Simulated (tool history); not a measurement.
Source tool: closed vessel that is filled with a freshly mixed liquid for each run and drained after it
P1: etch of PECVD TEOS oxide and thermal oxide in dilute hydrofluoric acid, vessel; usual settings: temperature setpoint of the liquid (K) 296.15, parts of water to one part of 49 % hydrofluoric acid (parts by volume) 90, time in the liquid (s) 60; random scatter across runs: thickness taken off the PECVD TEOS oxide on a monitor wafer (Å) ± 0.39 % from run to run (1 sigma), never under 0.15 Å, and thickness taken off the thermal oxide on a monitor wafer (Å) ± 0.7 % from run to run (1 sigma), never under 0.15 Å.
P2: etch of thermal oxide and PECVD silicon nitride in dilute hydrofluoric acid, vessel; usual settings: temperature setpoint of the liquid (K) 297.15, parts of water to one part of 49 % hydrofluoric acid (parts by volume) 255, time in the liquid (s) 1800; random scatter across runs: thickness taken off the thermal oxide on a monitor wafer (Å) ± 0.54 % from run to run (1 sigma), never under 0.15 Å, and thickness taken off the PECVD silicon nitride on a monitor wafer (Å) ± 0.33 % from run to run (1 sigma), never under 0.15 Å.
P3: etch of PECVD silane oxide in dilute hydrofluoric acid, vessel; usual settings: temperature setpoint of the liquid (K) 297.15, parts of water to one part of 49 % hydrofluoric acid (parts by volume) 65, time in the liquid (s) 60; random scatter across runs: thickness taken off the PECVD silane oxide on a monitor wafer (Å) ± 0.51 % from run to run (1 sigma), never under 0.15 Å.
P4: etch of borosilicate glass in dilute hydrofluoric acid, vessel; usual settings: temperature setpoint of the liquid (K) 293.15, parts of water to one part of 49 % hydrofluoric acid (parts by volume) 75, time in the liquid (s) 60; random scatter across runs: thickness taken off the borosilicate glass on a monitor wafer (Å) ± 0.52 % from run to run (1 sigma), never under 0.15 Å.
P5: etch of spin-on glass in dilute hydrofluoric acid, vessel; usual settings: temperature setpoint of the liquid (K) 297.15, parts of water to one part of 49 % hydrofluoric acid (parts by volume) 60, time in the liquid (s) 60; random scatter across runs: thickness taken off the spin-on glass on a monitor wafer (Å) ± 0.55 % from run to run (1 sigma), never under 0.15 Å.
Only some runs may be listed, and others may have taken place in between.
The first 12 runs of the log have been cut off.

run,hour,process that ran,temperature setpoint of the liquid (K),parts of water to one part of 49 % hydrofluoric acid (parts by volume),time in the liquid (s),hours since the thermometer was replaced,hours since the hydrofluoric acid flow meter was replaced,thickness taken off the PECVD TEOS oxide on a monitor wafer (Å),thickness taken off the thermal oxide on a monitor wafer (Å),thickness taken off the PECVD silicon nitride on a monitor wafer (Å),thickness taken off the borosilicate glass on a monitor wafer (Å),thickness taken off the spin-on glass on a monitor wafer (Å),thickness taken off the PECVD silane oxide on a monitor wafer (Å)
13,87,P2,297.15,255,2880,1377.5,635.5,,472.63,190.8,,,
14,92.6,P1,296.15,90,60,1383.1,641.1,131.38,31.546,,,,
15,97.4,P1,303.65,130,60,1387.9,645.9,115.39,27.117,,,,
16,105.3,P2,304.65,255,1800,1395.8,653.8,,375.47,185.38,,,
17,111,P3,292.65,65,60,1401.5,659.5,,,,,,386.44
18,115.5,P1,296.15,90,60,1406,664,132.01,30.822,,,,
19,119.8,P1,303.65,90,60,1410.3,668.3,175.2,42.442,,,,
20,124.4,P1,296.15,30,60,1414.9,672.9,427.61,100.44,,,,
21,128.2,P1,296.15,165,60,1418.7,676.7,66.291,15.527,,,,
22,136.4,P3,297.15,65,120,1426.9,684.9,,,,,,939.49
23,141,P1,296.15,90,30,1431.5,689.5,65.379,15.441,,,,
24,147.8,P5,297.15,60,110,1438.3,696.3,,,,,777.27,
25,153,P5,297.15,60,60,1443.5,701.5,,,,,427.41,
26,158.9,P4,293.15,75,115,1449.4,707.4,,,,479.62,,
27,162.8,P3,297.15,65,60,1453.3,711.3,,,,,,468.35
28,166.6,P1,292.15,90,60,1457.1,715.1,111.3,26.596,,,,
29,173.8,P5,302.65,60,60,1464.3,722.3,,,,,536.44,
30,178.3,P1,300.15,120,60,1468.8,726.8,110.54,26.324,,,,
31,183.8,P3,297.15,20,60,1474.3,732.3,,,,,,1617.3
32,190.3,P1,296.15,90,60,1480.8,738.8,130.56,31.401,,,,
33,198.6,P1,296.15,90,60,1489.1,747.1,126.77,30.632,,,,
34,204.4,P1,296.15,90,60,1494.9,752.9,125.75,29.303,,,,

Run 35 is up next; what results do you expect?
35,210.8,P1,296.15,90,60,1501.3,759.3,?,?,,,,

Run 35 produced thickness taken off the PECVD TEOS oxide on a monitor wafer (Å) 124.36, thickness taken off the thermal oxide on a monitor wafer (Å) 29.241.
